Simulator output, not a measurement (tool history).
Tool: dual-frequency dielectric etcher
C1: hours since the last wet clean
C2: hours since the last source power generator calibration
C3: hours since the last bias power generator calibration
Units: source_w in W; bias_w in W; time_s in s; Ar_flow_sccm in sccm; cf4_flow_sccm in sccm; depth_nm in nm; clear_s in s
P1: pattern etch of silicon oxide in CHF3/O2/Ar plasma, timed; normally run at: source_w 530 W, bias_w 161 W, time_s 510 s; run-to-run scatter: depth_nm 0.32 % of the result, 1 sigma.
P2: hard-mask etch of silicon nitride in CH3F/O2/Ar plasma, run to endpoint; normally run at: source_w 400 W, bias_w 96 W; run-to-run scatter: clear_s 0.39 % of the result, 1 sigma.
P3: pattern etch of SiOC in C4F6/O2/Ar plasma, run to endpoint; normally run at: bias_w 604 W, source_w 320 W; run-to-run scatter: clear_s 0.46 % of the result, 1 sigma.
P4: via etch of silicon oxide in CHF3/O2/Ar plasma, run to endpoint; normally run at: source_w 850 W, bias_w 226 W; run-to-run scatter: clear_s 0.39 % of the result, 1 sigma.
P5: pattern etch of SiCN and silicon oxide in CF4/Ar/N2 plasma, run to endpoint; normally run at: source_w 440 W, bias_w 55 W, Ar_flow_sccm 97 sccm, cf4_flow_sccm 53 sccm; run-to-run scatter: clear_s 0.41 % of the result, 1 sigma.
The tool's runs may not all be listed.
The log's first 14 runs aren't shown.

{"run": 15, "hour": 195.0, "process": "P5", "source_w": 580, "bias_w": 55, "Ar_flow_sccm": 97, "cf4_flow_sccm": 53, "C1": 450.7, "C2": 2727.2, "C3": 1483.8, "clear_s": 16.696}
{"run": 16, "hour": 207.1, "process": "P1", "source_w": 530, "bias_w": 203, "time_s": 510, "C1": 462.8, "C2": 2739.3, "C3": 1495.9, "depth_nm": 1010.6}
{"run": 17, "hour": 221.5, "process": "P1", "source_w": 530, "bias_w": 161, "time_s": 510, "C1": 477.2, "C2": 2753.7, "C3": 1510.3, "depth_nm": 937.65}
{"run": 18, "hour": 239.1, "process": "P1", "source_w": 640, "bias_w": 161, "time_s": 668.5, "C1": 494.8, "C2": 2771.3, "C3": 1527.9, "depth_nm": 1315.7}
{"run": 19, "hour": 252.6, "process": "P3", "source_w": 400, "bias_w": 604, "C1": 508.3, "C2": 2784.8, "C3": 1541.4, "clear_s": 12.912}
{"run": 20, "hour": 263.3, "process": "P2", "source_w": 400, "bias_w": 96, "C1": 519, "C2": 2795.5, "C3": 1552.1, "clear_s": 57.332}
{"run": 21, "hour": 274.3, "process": "P5", "source_w": 440, "bias_w": 70, "Ar_flow_sccm": 97, "cf4_flow_sccm": 53, "C1": 530, "C2": 2806.5, "C3": 1563.1, "clear_s": 19.707}
{"run": 22, "hour": 292.5, "process": "P1", "source_w": 530, "bias_w": 161, "time_s": 510, "C1": 548.2, "C2": 2824.7, "C3": 1581.3, "depth_nm": 938.7}
{"run": 23, "hour": 304.1, "process": "P2", "source_w": 480, "bias_w": 96, "C1": 559.8, "C2": 2836.3, "C3": 1592.9, "clear_s": 53.083}
{"run": 24, "hour": 313.2, "process": "P1", "source_w": 530, "bias_w": 161, "time_s": 280.5, "C1": 568.9, "C2": 2845.4, "C3": 1602, "depth_nm": 513.08}
{"run": 25, "hour": 326.1, "process": "P4", "source_w": 850, "bias_w": 226, "C1": 581.8, "C2": 2858.3, "C3": 1614.9, "clear_s": 165.29}
{"run": 26, "hour": 335.3, "process": "P1", "source_w": 530, "bias_w": 161, "time_s": 510, "C1": 591, "C2": 2867.5, "C3": 1624.1, "depth_nm": 927.54}
{"run": 27, "hour": 347.7, "process": "P1", "source_w": 530, "bias_w": 161, "time_s": 510, "C1": 603.4, "C2": 2879.9, "C3": 1636.5, "depth_nm": 934.96}

Run 28 comes next. What will it give?
{"run": 28, "hour": 357.7, "process": "P1", "source_w": 340, "bias_w": 161, "time_s": 510, "C1": 613.4, "C2": 2889.9, "C3": 1646.5, "depth_nm": "?"}

Run 28 gave depth_nm 792.33 nm.

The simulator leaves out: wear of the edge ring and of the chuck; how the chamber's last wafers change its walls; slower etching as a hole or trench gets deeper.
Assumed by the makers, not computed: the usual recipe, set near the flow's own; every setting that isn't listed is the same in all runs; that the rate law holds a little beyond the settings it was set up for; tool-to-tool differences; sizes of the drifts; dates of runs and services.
